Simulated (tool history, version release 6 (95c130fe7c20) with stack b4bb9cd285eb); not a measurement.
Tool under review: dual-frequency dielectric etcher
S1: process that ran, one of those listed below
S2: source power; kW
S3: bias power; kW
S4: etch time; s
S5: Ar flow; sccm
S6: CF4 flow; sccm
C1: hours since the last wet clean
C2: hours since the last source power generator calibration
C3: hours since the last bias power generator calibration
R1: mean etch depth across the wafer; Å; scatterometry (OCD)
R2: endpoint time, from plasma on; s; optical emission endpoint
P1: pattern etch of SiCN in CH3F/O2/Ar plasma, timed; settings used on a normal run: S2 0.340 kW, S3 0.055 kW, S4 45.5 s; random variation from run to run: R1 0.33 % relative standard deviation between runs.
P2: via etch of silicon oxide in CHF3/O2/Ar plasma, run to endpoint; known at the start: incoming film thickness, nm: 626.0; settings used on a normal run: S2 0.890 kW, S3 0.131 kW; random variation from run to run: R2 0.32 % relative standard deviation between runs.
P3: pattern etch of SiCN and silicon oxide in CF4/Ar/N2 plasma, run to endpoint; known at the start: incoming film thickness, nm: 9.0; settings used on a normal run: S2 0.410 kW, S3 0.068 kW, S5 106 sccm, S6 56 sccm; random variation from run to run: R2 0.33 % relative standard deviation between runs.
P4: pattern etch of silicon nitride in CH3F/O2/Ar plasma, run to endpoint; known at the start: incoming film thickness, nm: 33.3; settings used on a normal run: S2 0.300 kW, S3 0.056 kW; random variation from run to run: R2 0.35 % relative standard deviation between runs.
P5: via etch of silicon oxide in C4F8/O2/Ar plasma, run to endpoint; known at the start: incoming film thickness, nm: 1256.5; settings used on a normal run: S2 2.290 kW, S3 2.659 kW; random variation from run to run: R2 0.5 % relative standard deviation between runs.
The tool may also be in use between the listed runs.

| run | hour | S1 | S2 | S3 | S4 | S5 | S6 | C1 | C2 | C3 | R1 | R2 |
|---|---|---|---|---|---|---|---|---|---|---|---|---|
| 1 | 8.5 | P1 | 0.340 | 0.055 | 45.5 |  |  | 365.2 | 3169.8 | 826.0 | 149.95 |  |
| 2 | 15.5 | P2 | 1.150 | 0.131 |  |  |  | 372.2 | 3176.8 | 833.0 |  | 276.660 |
| 3 | 24.5 | P3 | 0.410 | 0.068 |  | 106 | 56 | 381.2 | 3185.8 | 842.0 |  | 11.806 |
| 4 | 33.0 | P4 | 0.300 | 0.078 |  |  |  | 389.7 | 3194.3 | 850.5 |  | 53.323 |
| 5 | 37.4 | P3 | 0.310 | 0.068 |  | 106 | 56 | 394.1 | 3198.7 | 854.9 |  | 15.074 |
| 6 | 45.8 | P2 | 0.890 | 0.176 |  |  |  | 402.5 | 3207.1 | 863.3 |  | 278.340 |
| 7 | 50.8 | P1 | 0.340 | 0.055 | 67.5 |  |  | 407.5 | 3212.1 | 868.3 | 221.38 |  |
| 8 | 58.9 | P1 | 0.340 | 0.033 | 45.5 |  |  | 415.6 | 3220.2 | 876.4 | 127.46 |  |
| 9 | 63.7 | P1 | 0.340 | 0.055 | 45.5 |  |  | 420.4 | 3225.0 | 881.2 | 150.23 |  |
| 10 | 71.2 | P5 | 2.290 | 2.038 |  |  |  | 427.9 | 3232.5 | 888.7 |  | 226.520 |
| 11 | 79.9 | P4 | 0.300 | 0.056 |  |  |  | 436.6 | 3241.2 | 897.4 |  | 59.846 |
| 12 | 89.3 | P3 | 0.410 | 0.068 |  | 106 | 73 | 446.0 | 3250.6 | 906.8 |  | 11.358 |
| 13 | 96.1 | P1 | 0.400 | 0.055 | 45.5 |  |  | 452.8 | 3257.4 | 913.6 | 160.71 |  |
| 14 | 104.2 | P1 | 0.340 | 0.055 | 35.0 |  |  | 460.9 | 3265.5 | 921.7 | 115.54 |  |
| 15 | 113.5 | P1 | 0.260 | 0.055 | 57.5 |  |  | 470.2 | 3274.8 | 931.0 | 170.72 |  |
| 16 | 120.4 | P4 | 0.200 | 0.056 |  |  |  | 477.1 | 3281.7 | 937.9 |  | 69.966 |
| 17 | 126.2 | P3 | 0.410 | 0.068 |  | 140 | 56 | 482.9 | 3287.5 | 943.7 |  | 12.323 |
| 18 | 135.7 | P1 | 0.220 | 0.055 | 45.5 |  |  | 492.4 | 3297.0 | 953.2 | 127.54 |  |
| 19 | 145.7 | P1 | 0.460 | 0.064 | 45.5 |  |  | 502.4 | 3307.0 | 963.2 | 177.86 |  |
| 20 | 152.7 | P1 | 0.340 | 0.055 | 45.5 |  |  | 509.4 | 3314.0 | 970.2 | 150.51 |  |
| 21 | 159.7 | P1 | 0.340 | 0.077 | 45.5 |  |  | 516.4 | 3321.0 | 977.2 | 170.38 |  |
| 22 | 167.0 | P5 | 1.730 | 2.659 |  |  |  | 523.7 | 3328.3 | 984.5 |  | 234.460 |
| 23 | 171.8 | P1 | 0.410 | 0.040 | 45.5 |  |  | 528.5 | 3333.1 | 989.3 | 145.93 |  |
| 24 | 178.2 | P3 | 0.410 | 0.043 |  | 106 | 56 | 534.9 | 3339.5 | 995.7 |  | 13.772 |
| 25 | 184.9 | P5 | 2.290 | 2.659 |  |  |  | 541.6 | 3346.2 | 1002.4 |  | 209.170 |
| 26 | 192.4 | P4 | 0.300 | 0.056 |  |  |  | 549.1 | 3353.7 | 1009.9 |  | 59.810 |
| 27 | 197.4 | P3 | 0.410 | 0.068 |  | 106 | 56 | 554.1 | 3358.7 | 1014.9 |  | 11.789 |
| 28 | 204.5 | P1 | 0.340 | 0.055 | 45.5 |  |  | 561.2 | 3365.8 | 1022.0 | 150.70 |  |
| 29 | 211.1 | P1 | 0.340 | 0.055 | 45.5 |  |  | 567.8 | 3372.4 | 1028.6 | 150.69 |  |
| 30 | 219.2 | P2 | 0.890 | 0.131 |  |  |  | 575.9 | 3380.5 | 1036.7 |  | 306.960 |
| 31 | 227.1 | P1 | 0.340 | 0.055 | 45.5 |  |  | 583.8 | 3388.4 | 1044.6 | 149.95 |  |
| 32 | 236.1 | P1 | 0.340 | 0.055 | 45.5 |  |  | 592.8 | 3397.4 | 1053.6 | 148.86 |  |
| 33 | 242.4 | P1 | 0.340 | 0.055 | 45.5 |  |  | 599.1 | 3403.7 | 1059.9 | 148.49 |  |
| 34 | 249.6 | P1 | 0.340 | 0.055 | 45.5 |  |  | 606.3 | 3410.9 | 1067.1 | 149.18 |  |
|  | 252.1 | wet clean of the chamber |
| 35 | 257.2 | P1 | 0.340 | 0.055 | 45.5 |  |  | 5.2 | 3418.5 | 1074.7 | 148.44 |  |
| 36 | 265.7 | P1 | 0.340 | 0.055 | 45.5 |  |  | 13.7 | 3427.0 | 1083.2 | 148.01 |  |
| 37 | 270.2 | P1 | 0.340 | 0.055 | 45.5 |  |  | 18.2 | 3431.5 | 1087.7 | 147.87 |  |
| 38 | 276.6 | P1 | 0.340 | 0.055 | 45.5 |  |  | 24.6 | 3437.9 | 1094.1 | 147.58 |  |
| 39 | 282.5 | P1 | 0.340 | 0.055 | 45.5 |  |  | 30.5 | 3443.8 | 1100.0 | 147.67 |  |

The log shows P1 creeping away from where it was. Any of the 2 causes listed here, at the size stated for it, fits the log just as well as the others:
A: source power that arrives under what is set, % = 4.25
B: bias power that arrives under what is set, % = 4.83
The onset of the drift is placed at about hour 227.1.
Why every other cause is out:
chamber walls in a state that lowers the etch rate, %: serviced after onset, at hour 252.1, with no recovery of the prior output

You are offered 4 check runs, listed below with question marks in place of their results; each one averages 2 wafers. Which run separates the listed causes by giving clearly different results for each?
| check 1 | 288.4 | P2 | 0.890 | 0.131 |  |  |  |  |  |  |  | ? |
| check 2 | 288.4 | P4 | 0.300 | 0.056 |  |  |  |  |  |  |  | ? |
| check 3 | 288.4 | P3 | 0.410 | 0.068 |  | 106 | 56 |  |  |  |  | ? |
| check 4 | 288.4 | P5 | 2.290 | 2.659 |  |  |  |  |  |  |  | ? |

Outcome of each check run for each possible cause:
| check | result | if A | if B |
|---|---|---|---|
| check 1 | R2 | 311.670 | 311.000 |
| check 2 | R2 | 60.828 | 60.807 |
| check 3 | R2 | 12.266 | 12.013 |
| check 4 | R2 | 214.070 | 213.580 |
Gap, in per cent, between the two causes that each check separates least, read from the result that separates them most: check 1 0.22 %; check 2 0.04 %; check 3 2.08 %; check 4 0.23 %
Of the check runs offered, only check 3 discriminates between the causes; the rest would read about the same regardless of which cause applies.

Here is what check 3 returned: R2 12.320 s. Which cause is it?

The correct cause is A, namely: source power that arrives under what is set, %.
